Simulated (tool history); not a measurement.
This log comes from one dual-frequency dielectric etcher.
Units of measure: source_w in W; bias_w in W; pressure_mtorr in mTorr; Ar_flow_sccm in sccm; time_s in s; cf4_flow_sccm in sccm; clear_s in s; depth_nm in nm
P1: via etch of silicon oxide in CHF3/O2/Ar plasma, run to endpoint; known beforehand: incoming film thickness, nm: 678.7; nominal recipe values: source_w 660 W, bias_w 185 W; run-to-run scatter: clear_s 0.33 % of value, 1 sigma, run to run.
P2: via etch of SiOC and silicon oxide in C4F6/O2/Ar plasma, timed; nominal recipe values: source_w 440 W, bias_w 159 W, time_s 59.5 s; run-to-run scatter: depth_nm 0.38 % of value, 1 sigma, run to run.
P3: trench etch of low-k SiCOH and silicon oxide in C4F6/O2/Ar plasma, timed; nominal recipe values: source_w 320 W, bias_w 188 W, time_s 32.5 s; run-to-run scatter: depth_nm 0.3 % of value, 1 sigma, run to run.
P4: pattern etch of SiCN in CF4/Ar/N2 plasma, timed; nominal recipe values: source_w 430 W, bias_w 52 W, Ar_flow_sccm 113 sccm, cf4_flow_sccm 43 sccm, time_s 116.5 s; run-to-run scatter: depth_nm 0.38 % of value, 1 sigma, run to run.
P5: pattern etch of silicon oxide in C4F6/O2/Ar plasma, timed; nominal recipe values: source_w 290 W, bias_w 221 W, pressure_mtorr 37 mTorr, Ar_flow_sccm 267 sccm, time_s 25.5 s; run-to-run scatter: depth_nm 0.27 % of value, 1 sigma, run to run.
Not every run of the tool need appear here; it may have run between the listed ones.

run,day,process,source_w,bias_w,pressure_mtorr,Ar_flow_sccm,time_s,cf4_flow_sccm,hours since the last wet clean,hours since the last source power generator calibration,hours since the last bias power generator calibration,clear_s,depth_nm
1,0.396,P1,660,185,,,,,203.9,564.8,1077.7,326.66,
2,0.671,P5,230,221,37,267,25.5,,210.5,571.4,1084.3,,67.639
3,0.933,P4,430,52,,113,116.5,59,216.8,577.7,1090.6,,81.544
4,1.271,P4,430,52,,113,116.5,43,224.9,585.8,1098.7,,77.517
5,1.612,P5,290,221,37,267,25.5,,233.1,594,1106.9,,73.816
6,2.021,P3,320,188,,,32.5,,242.9,603.8,1116.7,,91.39
7,2.204,P2,440,207,,,59.5,,247.3,608.2,1121.1,,72.426
8,2.454,P1,660,243,,,,,253.3,614.2,1127.1,299.05,
9,2.854,P1,850,240,,,,,262.9,623.8,1136.7,273.99,
10,3.046,P3,320,188,,,32.5,,267.5,628.4,1141.3,,91.435
11,3.458,P4,430,52,,113,151,43,277.4,638.3,1151.2,,99.556
12,3.862,P1,660,185,,,,,287.1,648,1160.9,327.72,
13,4.183,P1,660,185,,,,,294.8,655.7,1168.6,328.08,
# day 4.35: wet clean of the chamber
14,4.521,P5,290,221,43.5,267,25.5,,4.2,663.8,1176.7,,72.509
15,4.933,P1,430,224,,,,,14.1,673.7,1186.6,360.27,
16,5.217,P1,660,147,,,,,20.9,680.5,1193.4,355.04,
17,5.512,P1,660,185,,,,,28,687.6,1200.5,328.05,
18,5.883,P4,430,33,,113,116.5,43,36.9,696.5,1209.4,,66.358
19,6.138,P1,510,126,,,,,43,702.6,1215.5,411.59,
20,6.362,P5,290,306,37,267,25.5,,48.4,708,1220.9,,82.647
21,6.588,P3,320,188,,,20,,53.8,713.4,1226.3,,56.364
22,6.883,P4,430,52,,74,116.5,43,60.9,720.5,1233.4,,84.237
23,7.296,P5,290,221,37,267,25.5,,70.8,730.4,1243.3,,73.487
24,7.533,P2,260,159,,,59.5,,76.5,736.1,1249,,54.198
25,7.929,P3,320,134,,,32.5,,86,745.6,1258.5,,82.466
26,8.317,P1,660,185,,,,,95.3,754.9,1267.8,329.27,
27,8.604,P4,590,52,,113,116.5,43,102.2,761.8,1274.7,,102.11
28,8.812,P2,440,159,,,59.5,,107.2,766.8,1279.7,,66.111
29,9.188,P1,820,185,,,,,116.2,775.8,1288.7,302.17,
30,9.442,P5,290,221,37,267,19.5,,122.3,781.9,1294.8,,56.284
31,9.629,P3,420,188,,,32.5,,126.8,786.4,1299.3,,102.08
32,9.9,P1,660,185,,,,,133.3,792.9,1305.8,329.05,
33,10.15,P2,440,159,,,37,,139.3,798.9,1311.8,,41.14
34,10.358,P1,440,185,,,,,144.3,803.9,1316.8,384.52,
35,10.75,P5,290,221,37,338,25.5,,153.7,813.3,1326.2,,71.524
36,11.075,P4,430,52,,113,116.5,43,161.5,821.1,1334,,77.024
37,11.317,P1,660,185,,,,,167.3,826.9,1339.8,328.03,
38,11.712,P1,660,185,,,,,176.8,836.4,1349.3,332.72,
39,11.992,P1,660,185,,,,,183.5,843.1,1356,331.5,
40,12.383,P1,660,185,,,,,192.9,852.5,1365.4,331.99,
41,12.717,P1,660,185,,,,,200.9,860.5,1373.4,333.19,
42,13.062,P1,660,185,,,,,209.2,868.8,1381.7,332.32,
43,13.3,P1,660,185,,,,,214.9,874.5,1387.4,333.78,
# day 13.588: wet clean of the chamber
44,13.642,P1,660,185,,,,,1.3,882.7,1395.6,333.17,
45,14.029,P1,660,185,,,,,10.6,892,1404.9,334.07,
46,14.396,P1,660,185,,,,,19.4,900.8,1413.7,334.54,
47,14.746,P1,660,185,,,,,27.8,909.2,1422.1,336.11,

Compared with where it was, what P1 gives has crept away. Each cause listed below fits the log as well as the rest, at the size given for it:
A: bias power that arrives under what is set, % = 4.79
B: source power that arrives under what is set, % = 4.2
The drift started at roughly day 11.317.
The rest of the possible causes, and what rules out each one:
chamber walls in a state that lowers the etch rate, %: serviced after onset, at day 13.588, with no recovery of the prior output

The 4 check runs listed below each average the results of 2 wafers, and their outcomes are marked with question marks. Under which run would the listed causes produce clearly different results?
check 1,15.096,P3,380,188,,,22,,,,,,?
check 2,15.096,P2,290,159,,,59.5,,,,,,?
check 3,15.096,P4,430,52,,77,116.5,56,,,,,?
check 4,15.096,P5,290,221,37,313,25.5,,,,,,?

Check results expected under each cause:
check,result,if A,if B
check 1,depth_nm,65.336,65.269
check 2,depth_nm,55.474,55.421
check 3,depth_nm,85.402,83.514
check 4,depth_nm,71.29,71.295
Minimum pairwise separation of causes per check, each pair taken at its best-separating result: check 1 0.1 %; check 2 0.09 %; check 3 2.24 %; check 4 0.01 %
Check 3 tells the causes apart: in the others they would give nearly the same result.

Check 3 has now been run. It gave: depth_nm 85.955 nm. Which of the candidate causes is it?

It was cause A: bias power that arrives under what is set, %.
